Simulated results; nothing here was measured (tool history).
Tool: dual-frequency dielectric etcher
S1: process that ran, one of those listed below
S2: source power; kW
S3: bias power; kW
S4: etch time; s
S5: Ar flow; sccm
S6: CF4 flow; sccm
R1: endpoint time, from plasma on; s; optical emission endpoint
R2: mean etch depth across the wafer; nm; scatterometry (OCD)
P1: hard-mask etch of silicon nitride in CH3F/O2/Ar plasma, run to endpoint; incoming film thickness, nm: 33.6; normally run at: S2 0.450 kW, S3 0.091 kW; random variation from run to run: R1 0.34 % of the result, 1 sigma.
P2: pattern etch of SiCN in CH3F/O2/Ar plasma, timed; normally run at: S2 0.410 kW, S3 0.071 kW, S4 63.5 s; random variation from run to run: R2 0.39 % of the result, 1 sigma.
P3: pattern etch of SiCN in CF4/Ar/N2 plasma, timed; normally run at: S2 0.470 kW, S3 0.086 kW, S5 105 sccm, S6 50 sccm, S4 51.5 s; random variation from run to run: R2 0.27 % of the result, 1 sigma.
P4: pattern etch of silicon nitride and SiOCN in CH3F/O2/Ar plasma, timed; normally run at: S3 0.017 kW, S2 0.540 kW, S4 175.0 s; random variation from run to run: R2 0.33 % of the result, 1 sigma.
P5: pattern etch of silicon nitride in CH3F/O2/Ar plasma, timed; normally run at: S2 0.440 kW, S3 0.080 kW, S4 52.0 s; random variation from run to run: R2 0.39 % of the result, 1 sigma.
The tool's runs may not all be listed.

{"run": 1, "day": 0.129, "S1": "P1", "S2": 0.45, "S3": 0.091, "R1": 42.482}
{"run": 2, "day": 0.25, "S1": "P2", "S2": 0.41, "S3": 0.094, "S4": 63.5, "R2": 26.715}
{"run": 3, "day": 0.421, "S1": "P1", "S2": 0.55, "S3": 0.091, "R1": 39.532}
{"run": 4, "day": 0.658, "S1": "P5", "S2": 0.44, "S3": 0.08, "S4": 52.0, "R2": 39.618}
{"run": 5, "day": 0.796, "S1": "P4", "S2": 0.74, "S3": 0.017, "S4": 175.0, "R2": 26.671}
{"run": 6, "day": 1.038, "S1": "P1", "S2": 0.45, "S3": 0.091, "R1": 42.66}
{"run": 7, "day": 1.179, "S1": "P5", "S2": 0.44, "S3": 0.061, "S4": 52.0, "R2": 35.736}
{"run": 8, "day": 1.421, "S1": "P5", "S2": 0.44, "S3": 0.08, "S4": 52.0, "R2": 39.347}
{"run": 9, "day": 1.533, "S1": "P1", "S2": 0.58, "S3": 0.126, "R1": 34.628}
{"run": 10, "day": 1.7, "S1": "P1", "S2": 0.45, "S3": 0.091, "R1": 42.694}
{"run": 11, "day": 1.85, "S1": "P5", "S2": 0.61, "S3": 0.08, "S4": 52.0, "R2": 44.694}
{"run": 12, "day": 2.017, "S1": "P2", "S2": 0.52, "S3": 0.071, "S4": 63.5, "R2": 26.404}
{"run": 13, "day": 2.154, "S1": "P1", "S2": 0.45, "S3": 0.091, "R1": 42.48}
{"run": 14, "day": 2.288, "S1": "P2", "S2": 0.41, "S3": 0.071, "S4": 63.5, "R2": 24.096}
{"run": 15, "day": 2.533, "S1": "P3", "S2": 0.47, "S3": 0.086, "S4": 51.5, "S5": 140, "S6": 50, "R2": 44.72}
{"run": 16, "day": 2.675, "S1": "P3", "S2": 0.47, "S3": 0.086, "S4": 51.5, "S5": 105, "S6": 50, "R2": 46.509}
{"run": 17, "day": 2.883, "S1": "P4", "S2": 0.54, "S3": 0.02, "S4": 175.0, "R2": 25.492}
{"run": 18, "day": 3.112, "S1": "P1", "S2": 0.6, "S3": 0.122, "R1": 34.551}
{"run": 19, "day": 3.258, "S1": "P2", "S2": 0.41, "S3": 0.071, "S4": 89.0, "R2": 33.89}
{"run": 20, "day": 3.371, "S1": "P1", "S2": 0.35, "S3": 0.091, "R1": 46.695}
{"run": 21, "day": 3.567, "S1": "P4", "S2": 0.54, "S3": 0.017, "S4": 175.0, "R2": 23.856}
{"run": 22, "day": 3.804, "S1": "P1", "S2": 0.45, "S3": 0.091, "R1": 42.455}
{"run": 23, "day": 3.95, "S1": "P4", "S2": 0.54, "S3": 0.017, "S4": 96.5, "R2": 13.107}
{"run": 24, "day": 4.183, "S1": "P1", "S2": 0.45, "S3": 0.12, "R1": 38.655}
{"run": 25, "day": 4.333, "S1": "P3", "S2": 0.47, "S3": 0.05, "S4": 51.5, "S5": 105, "S6": 50, "R2": 38.571}
{"run": 26, "day": 4.558, "S1": "P5", "S2": 0.44, "S3": 0.08, "S4": 70.0, "R2": 52.92}
{"run": 27, "day": 4.725, "S1": "P1", "S2": 0.45, "S3": 0.063, "R1": 48.768}
{"run": 28, "day": 4.962, "S1": "P1", "S2": 0.45, "S3": 0.091, "R1": 42.535}
{"run": 29, "day": 5.154, "S1": "P3", "S2": 0.47, "S3": 0.086, "S4": 51.5, "S5": 105, "S6": 50, "R2": 46.687}
{"run": 30, "day": 5.346, "S1": "P3", "S2": 0.47, "S3": 0.086, "S4": 51.5, "S5": 105, "S6": 71, "R2": 49.501}
{"run": 31, "day": 5.583, "S1": "P1", "S2": 0.45, "S3": 0.091, "R1": 42.757}
{"run": 32, "day": 5.754, "S1": "P4", "S2": 0.54, "S3": 0.017, "S4": 175.0, "R2": 23.743}
{"run": 33, "day": 5.912, "S1": "P3", "S2": 0.3, "S3": 0.086, "S4": 51.5, "S5": 105, "S6": 50, "R2": 31.588}
{"run": 34, "day": 6.079, "S1": "P3", "S2": 0.47, "S3": 0.086, "S4": 28.5, "S5": 105, "S6": 50, "R2": 25.997}
{"run": 35, "day": 6.275, "S1": "P1", "S2": 0.45, "S3": 0.091, "R1": 42.567}
{"run": 36, "day": 6.446, "S1": "P1", "S2": 0.45, "S3": 0.091, "R1": 42.782}
{"run": 37, "day": 6.629, "S1": "P1", "S2": 0.45, "S3": 0.091, "R1": 43.171}
{"run": 38, "day": 6.821, "S1": "P1", "S2": 0.45, "S3": 0.091, "R1": 43.3}
{"day": 6.979, "done": "wet clean of the chamber"}
{"run": 39, "day": 7.012, "S1": "P1", "S2": 0.45, "S3": 0.091, "R1": 43.334}
{"run": 40, "day": 7.175, "S1": "P1", "S2": 0.45, "S3": 0.091, "R1": 43.164}
{"run": 41, "day": 7.3, "S1": "P1", "S2": 0.45, "S3": 0.091, "R1": 43.104}
{"run": 42, "day": 7.533, "S1": "P1", "S2": 0.45, "S3": 0.091, "R1": 43.184}
{"run": 43, "day": 7.75, "S1": "P1", "S2": 0.45, "S3": 0.091, "R1": 43.266}
{"run": 44, "day": 7.962, "S1": "P1", "S2": 0.45, "S3": 0.091, "R1": 43.389}
{"run": 45, "day": 8.196, "S1": "P1", "S2": 0.45, "S3": 0.091, "R1": 43.677}

What P1 gives has crept away from where it was. These 2 causes fit the log equally well, each at the size given:
A: source power that arrives under what is set, % = 4.39
B: bias power that arrives under what is set, % = 4.63
The creep began at about day 6.275.
Why every other cause is out:
chamber walls in a state that lowers the etch rate, %: serviced at day 6.979, which brought nothing back

4 check runs are offered, one wafer each, their results left as question marks. Which one tells the causes apart?
{"run": "check 1", "day": 8.429, "S1": "P4", "S2": 0.63, "S3": 0.017, "S4": 96.5, "R2": "?"}
{"run": "check 2", "day": 8.429, "S1": "P3", "S2": 0.31, "S3": 0.086, "S4": 28.5, "S5": 105, "S6": 50, "R2": "?"}
{"run": "check 3", "day": 8.429, "S1": "P5", "S2": 0.51, "S3": 0.08, "S4": 64.5, "R2": "?"}
{"run": "check 4", "day": 8.429, "S1": "P2", "S2": 0.41, "S3": 0.093, "S4": 89.0, "R2": "?"}

What each check would give under each cause:
check=check_1 result=R2 if_A=13.665 if_B=13.628
check=check_2 result=R2 if_A=17.358 if_B=17.717
check=check_3 result=R2 if_A=50.742 if_B=50.781
check=check_4 result=R2 if_A=36.728 if_B=36.694
How far apart the two closest causes lie, in the result that separates them most: check 1 0.27 %; check 2 2.05 %; check 3 0.08 %; check 4 0.09 %
Only check 2 tells the causes apart: in the others they would give nearly the same result.

Then check 2 was run and gave: R2 17.337 nm. Which cause is it?

It is A: source power that arrives under what is set, %.
